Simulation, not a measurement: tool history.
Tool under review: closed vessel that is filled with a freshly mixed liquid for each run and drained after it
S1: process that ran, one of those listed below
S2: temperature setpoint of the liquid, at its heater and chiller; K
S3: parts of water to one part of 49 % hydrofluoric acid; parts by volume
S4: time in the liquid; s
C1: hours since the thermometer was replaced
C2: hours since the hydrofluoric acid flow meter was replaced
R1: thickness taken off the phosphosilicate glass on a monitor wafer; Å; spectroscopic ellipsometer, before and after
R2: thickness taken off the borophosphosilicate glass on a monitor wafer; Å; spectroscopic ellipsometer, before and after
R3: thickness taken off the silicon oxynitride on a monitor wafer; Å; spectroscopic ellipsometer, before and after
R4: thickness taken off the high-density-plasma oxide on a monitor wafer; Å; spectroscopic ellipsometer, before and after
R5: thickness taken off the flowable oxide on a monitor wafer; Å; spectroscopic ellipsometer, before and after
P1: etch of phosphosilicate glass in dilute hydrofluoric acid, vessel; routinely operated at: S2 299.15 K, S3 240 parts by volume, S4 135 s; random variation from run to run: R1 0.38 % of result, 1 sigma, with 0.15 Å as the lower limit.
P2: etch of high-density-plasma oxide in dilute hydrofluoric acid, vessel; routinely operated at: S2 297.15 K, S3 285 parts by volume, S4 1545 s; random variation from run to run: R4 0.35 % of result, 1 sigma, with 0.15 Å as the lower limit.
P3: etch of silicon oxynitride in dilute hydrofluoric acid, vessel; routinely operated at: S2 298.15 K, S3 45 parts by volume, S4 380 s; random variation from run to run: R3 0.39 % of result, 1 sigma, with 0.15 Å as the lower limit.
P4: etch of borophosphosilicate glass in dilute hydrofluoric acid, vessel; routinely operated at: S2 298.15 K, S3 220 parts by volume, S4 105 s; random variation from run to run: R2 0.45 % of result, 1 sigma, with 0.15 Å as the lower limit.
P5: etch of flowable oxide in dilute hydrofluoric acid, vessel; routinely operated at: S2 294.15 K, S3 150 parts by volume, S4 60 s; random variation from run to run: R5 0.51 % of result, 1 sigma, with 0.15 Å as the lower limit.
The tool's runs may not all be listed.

{"run": 1, "hour": 7.0, "S1": "P1", "S2": 299.15, "S3": 240, "S4": 135, "C1": 698.8, "C2": 200.9, "R1": 490}
{"run": 2, "hour": 15.4, "S1": "P1", "S2": 299.15, "S3": 240, "S4": 135, "C1": 707.2, "C2": 209.3, "R1": 489.69}
{"run": 3, "hour": 24.2, "S1": "P4", "S2": 298.15, "S3": 220, "S4": 205, "C1": 716, "C2": 218.1, "R2": 637.71}
{"run": 4, "hour": 36.5, "S1": "P3", "S2": 298.15, "S3": 45, "S4": 650, "C1": 728.3, "C2": 230.4, "R3": 398.28}
{"run": 5, "hour": 42.7, "S1": "P1", "S2": 299.15, "S3": 240, "S4": 135, "C1": 734.5, "C2": 236.6, "R1": 491.26}
{"run": 6, "hour": 52.0, "S1": "P2", "S2": 297.15, "S3": 285, "S4": 1545, "C1": 743.8, "C2": 245.9, "R4": 230.89}
{"run": 7, "hour": 59.1, "S1": "P5", "S2": 302.65, "S3": 150, "S4": 60, "C1": 750.9, "C2": 253, "R5": 200.62}
{"run": 8, "hour": 70.1, "S1": "P1", "S2": 299.15, "S3": 55, "S4": 135, "C1": 761.9, "C2": 264, "R1": 2690.8}
{"run": 9, "hour": 82.5, "S1": "P2", "S2": 290.15, "S3": 285, "S4": 1545, "C1": 774.3, "C2": 276.4, "R4": 178.08}
{"run": 10, "hour": 94.2, "S1": "P2", "S2": 297.15, "S3": 150, "S4": 1545, "C1": 786, "C2": 288.1, "R4": 505.55}
{"run": 11, "hour": 102.7, "S1": "P1", "S2": 293.65, "S3": 240, "S4": 30, "C1": 794.5, "C2": 296.6, "R1": 89.459}
{"run": 12, "hour": 110.8, "S1": "P1", "S2": 299.15, "S3": 240, "S4": 55, "C1": 802.6, "C2": 304.7, "R1": 201.05}
{"run": 13, "hour": 124.2, "S1": "P4", "S2": 298.15, "S3": 380, "S4": 105, "C1": 816, "C2": 318.1, "R2": 159.78}
{"run": 14, "hour": 132.7, "S1": "P1", "S2": 299.15, "S3": 240, "S4": 135, "C1": 824.5, "C2": 326.6, "R1": 493.35}
{"run": 15, "hour": 145.7, "S1": "P3", "S2": 298.15, "S3": 75, "S4": 380, "C1": 837.5, "C2": 339.6, "R3": 136.47}
{"run": 16, "hour": 156.8, "S1": "P1", "S2": 299.15, "S3": 240, "S4": 215, "C1": 848.6, "C2": 350.7, "R1": 786.14}
{"run": 17, "hour": 170.3, "S1": "P1", "S2": 294.15, "S3": 240, "S4": 135, "C1": 862.1, "C2": 364.2, "R1": 409.11}
{"run": 18, "hour": 180.3, "S1": "P4", "S2": 291.15, "S3": 220, "S4": 105, "C1": 872.1, "C2": 374.2, "R2": 249.18}
{"run": 19, "hour": 192.1, "S1": "P3", "S2": 293.65, "S3": 45, "S4": 380, "C1": 883.9, "C2": 386, "R3": 186.94}
{"run": 20, "hour": 200.1, "S1": "P4", "S2": 298.15, "S3": 220, "S4": 105, "C1": 891.9, "C2": 394, "R2": 326.95}
{"run": 21, "hour": 214.0, "S1": "P1", "S2": 303.65, "S3": 240, "S4": 135, "C1": 905.8, "C2": 407.9, "R1": 572.13}
{"run": 22, "hour": 221.8, "S1": "P5", "S2": 294.15, "S3": 25, "S4": 60, "C1": 913.6, "C2": 415.7, "R5": 1012.7}
{"run": 23, "hour": 228.9, "S1": "P1", "S2": 299.15, "S3": 240, "S4": 135, "C1": 920.7, "C2": 422.8, "R1": 490.88}
{"run": 24, "hour": 238.9, "S1": "P1", "S2": 305.65, "S3": 115, "S4": 135, "C1": 930.7, "C2": 432.8, "R1": 1510}
{"run": 25, "hour": 245.8, "S1": "P1", "S2": 299.15, "S3": 240, "S4": 135, "C1": 937.6, "C2": 439.7, "R1": 490.49}
{"run": 26, "hour": 252.7, "S1": "P1", "S2": 295.15, "S3": 115, "S4": 135, "C1": 944.5, "C2": 446.6, "R1": 1010}
{"run": 27, "hour": 261.6, "S1": "P5", "S2": 294.15, "S3": 150, "S4": 105, "C1": 953.4, "C2": 455.5, "R5": 255.85}
{"run": 28, "hour": 275.9, "S1": "P1", "S2": 299.15, "S3": 350, "S4": 135, "C1": 967.7, "C2": 469.8, "R1": 301.07}
{"run": 29, "hour": 289.1, "S1": "P4", "S2": 298.15, "S3": 220, "S4": 105, "C1": 980.9, "C2": 483, "R2": 326.72}
{"run": 30, "hour": 297.4, "S1": "P2", "S2": 297.15, "S3": 285, "S4": 635, "C1": 989.2, "C2": 491.3, "R4": 94.145}
{"run": 31, "hour": 305.5, "S1": "P3", "S2": 298.15, "S3": 45, "S4": 380, "C1": 997.3, "C2": 499.4, "R3": 233.11}
{"run": 32, "hour": 319.1, "S1": "P5", "S2": 294.15, "S3": 150, "S4": 60, "C1": 1010.9, "C2": 513, "R5": 145.45}
{"run": 33, "hour": 326.6, "S1": "P1", "S2": 299.15, "S3": 240, "S4": 135, "C1": 1018.4, "C2": 520.5, "R1": 490.54}
{"run": 34, "hour": 335.8, "S1": "P1", "S2": 299.15, "S3": 240, "S4": 135, "C1": 1027.6, "C2": 529.7, "R1": 477.02}
{"run": 35, "hour": 349.8, "S1": "P1", "S2": 299.15, "S3": 240, "S4": 135, "C1": 1041.6, "C2": 543.7, "R1": 464.39}
{"run": 36, "hour": 356.3, "S1": "P1", "S2": 299.15, "S3": 240, "S4": 135, "C1": 1048.1, "C2": 550.2, "R1": 458.79}
{"run": 37, "hour": 363.5, "S1": "P1", "S2": 299.15, "S3": 240, "S4": 135, "C1": 1055.3, "C2": 557.4, "R1": 455.13}
{"run": 38, "hour": 371.0, "S1": "P1", "S2": 299.15, "S3": 240, "S4": 135, "C1": 1062.8, "C2": 564.9, "R1": 454.67}
{"run": 39, "hour": 383.1, "S1": "P1", "S2": 299.15, "S3": 240, "S4": 135, "C1": 1074.9, "C2": 577, "R1": 454.75}
{"run": 40, "hour": 392.9, "S1": "P1", "S2": 299.15, "S3": 240, "S4": 135, "C1": 1084.7, "C2": 586.8, "R1": 450.43}
{"run": 41, "hour": 405.0, "S1": "P1", "S2": 299.15, "S3": 240, "S4": 135, "C1": 1096.8, "C2": 598.9, "R1": 448.03}

The output of P1 has drifted from where it used to be. Each of the 2 causes below, taken at the size shown beside it, accounts for the log equally well:
A: hydrofluoric acid flow below the setpoint (%) = 6.44
B: liquid colder than its thermometer reads (K) = 2.37
The drift started at roughly hour 326.6.

Each of the 4 check runs below uses one wafer; its results are left as question marks. Which run tells the causes apart?
{"run": "check 1", "hour": 417.1, "S1": "P4", "S2": 298.15, "S3": 315, "S4": 200, "R2": "?"}
{"run": "check 2", "hour": 417.1, "S1": "P2", "S2": 293.15, "S3": 285, "S4": 1545, "R4": "?"}
{"run": "check 3", "hour": 417.1, "S1": "P3", "S2": 298.15, "S3": 75, "S4": 635, "R3": "?"}
{"run": "check 4", "hour": 417.1, "S1": "P5", "S2": 301.65, "S3": 150, "S4": 105, "R5": "?"}

What every check run would give for each of its results, assuming each possible cause in turn:
check=check_1 result=R2 if_A=359.95 if_B=362.05
check=check_2 result=R4 if_A=182.67 if_B=181.88
check=check_3 result=R3 if_A=212.71 if_B=203.79
check=check_4 result=R5 if_A=312.23 if_B=309.72
Distance between the nearest two causes, measured in the result of the check that separates them most: check 1 0.58 %; check 2 0.43 %; check 3 4.29 %; check 4 0.81 %
Of the check runs offered, only check 3 discriminates between the causes; the rest would read about the same regardless of which cause applies.

Check 3 was carried out, with these results: R3 203.91 Å. Which of the listed causes is responsible?

B is the cause: liquid colder than its thermometer reads (K).

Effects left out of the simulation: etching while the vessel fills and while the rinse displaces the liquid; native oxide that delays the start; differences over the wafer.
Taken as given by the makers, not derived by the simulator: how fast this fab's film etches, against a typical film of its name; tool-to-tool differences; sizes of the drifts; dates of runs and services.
